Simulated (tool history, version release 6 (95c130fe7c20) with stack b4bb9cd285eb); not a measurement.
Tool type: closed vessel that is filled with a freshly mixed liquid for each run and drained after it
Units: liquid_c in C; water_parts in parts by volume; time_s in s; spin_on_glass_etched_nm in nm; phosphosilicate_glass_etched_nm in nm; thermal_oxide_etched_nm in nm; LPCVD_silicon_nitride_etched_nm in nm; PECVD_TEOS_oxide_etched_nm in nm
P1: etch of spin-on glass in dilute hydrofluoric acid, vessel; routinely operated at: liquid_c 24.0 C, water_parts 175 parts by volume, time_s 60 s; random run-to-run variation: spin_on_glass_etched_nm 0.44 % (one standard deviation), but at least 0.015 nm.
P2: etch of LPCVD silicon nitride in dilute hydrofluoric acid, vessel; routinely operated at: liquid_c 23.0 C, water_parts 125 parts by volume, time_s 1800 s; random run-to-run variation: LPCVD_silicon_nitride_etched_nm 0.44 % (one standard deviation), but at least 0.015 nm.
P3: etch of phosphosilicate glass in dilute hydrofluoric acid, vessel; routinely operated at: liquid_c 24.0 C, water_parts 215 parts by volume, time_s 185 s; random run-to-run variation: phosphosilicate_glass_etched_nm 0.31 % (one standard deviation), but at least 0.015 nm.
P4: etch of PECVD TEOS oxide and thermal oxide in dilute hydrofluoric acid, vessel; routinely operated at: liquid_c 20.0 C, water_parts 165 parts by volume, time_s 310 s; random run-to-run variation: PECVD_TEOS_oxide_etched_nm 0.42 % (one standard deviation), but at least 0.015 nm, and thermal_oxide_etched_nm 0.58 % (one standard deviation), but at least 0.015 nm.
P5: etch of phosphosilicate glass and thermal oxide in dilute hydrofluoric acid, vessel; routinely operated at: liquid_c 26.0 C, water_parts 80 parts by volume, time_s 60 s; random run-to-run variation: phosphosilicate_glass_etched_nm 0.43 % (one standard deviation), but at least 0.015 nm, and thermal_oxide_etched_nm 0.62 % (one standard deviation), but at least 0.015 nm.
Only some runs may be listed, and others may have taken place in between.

run,hour,process,liquid_c,water_parts,time_s,hours since the thermometer was replaced,hours since the hydrofluoric acid flow meter was replaced,spin_on_glass_etched_nm,phosphosilicate_glass_etched_nm,thermal_oxide_etched_nm,LPCVD_silicon_nitride_etched_nm,PECVD_TEOS_oxide_etched_nm
1,4.4,P1,24.0,175,60,1422.3,169.1,9.7708,,,,
2,9.5,P1,32.0,175,60,1427.4,174.2,13.0010,,,,
3,13.3,P1,24.0,175,60,1431.2,178.0,9.8055,,,,
4,17.4,P1,24.0,175,105,1435.3,182.1,17.2130,,,,
5,22.3,P5,32.5,80,60,1440.2,187.0,,65.241,5.1315,,
6,27.0,P5,26.0,80,60,1444.9,191.7,,51.351,3.9933,,
7,31.9,P1,24.0,175,30,1449.8,196.6,4.8636,,,,
8,35.6,P2,23.0,220,1800,1453.5,200.3,,,,4.0522,
9,39.5,P1,24.0,80,60,1457.4,204.2,24.0480,,,,
10,44.7,P2,19.5,125,1800,1462.6,209.4,,,,5.5888,
11,49.3,P3,28.5,215,185,1467.2,214.0,,53.100,,,
12,54.6,P1,17.0,175,60,1472.5,219.3,7.4639,,,,
13,59.2,P5,26.0,80,60,1477.1,223.9,,51.082,4.0165,,
14,62.3,P1,28.0,45,60,1480.2,227.0,52.4300,,,,
15,66.5,P2,23.0,125,1800,1484.4,231.2,,,,7.0671,
16,71.4,P5,26.0,135,60,1489.3,236.1,,28.280,2.2390,,
17,76.2,P2,23.0,125,3270,1494.1,240.9,,,,12.8400,
18,80.8,P1,24.0,175,60,1498.7,245.5,9.8259,,,,
19,86.3,P1,24.0,175,60,1504.2,251.0,9.8590,,,,
20,89.2,P4,20.0,165,310,1507.1,253.9,,,6.7697,,18.5080
21,94.0,P1,24.0,290,60,1511.9,258.7,5.2541,,,,
22,98.7,P3,24.0,215,185,1516.6,263.4,,45.064,,,
23,102.1,P4,17.0,165,310,1520.0,266.8,,,5.9786,,16.3460
24,104.7,P4,20.0,165,70,1522.6,269.4,,,1.5331,,4.1568
25,107.4,P4,20.0,90,310,1525.3,272.1,,,13.4600,,36.6950
26,110.6,P1,17.0,175,30,1528.5,275.3,3.7267,,,,

Run 27 comes next. What will it give?
27,113.2,P3,24.0,215,345,1531.1,277.9,,?,,,

Run 27 gave phosphosilicate_glass_etched_nm 84.610 nm.

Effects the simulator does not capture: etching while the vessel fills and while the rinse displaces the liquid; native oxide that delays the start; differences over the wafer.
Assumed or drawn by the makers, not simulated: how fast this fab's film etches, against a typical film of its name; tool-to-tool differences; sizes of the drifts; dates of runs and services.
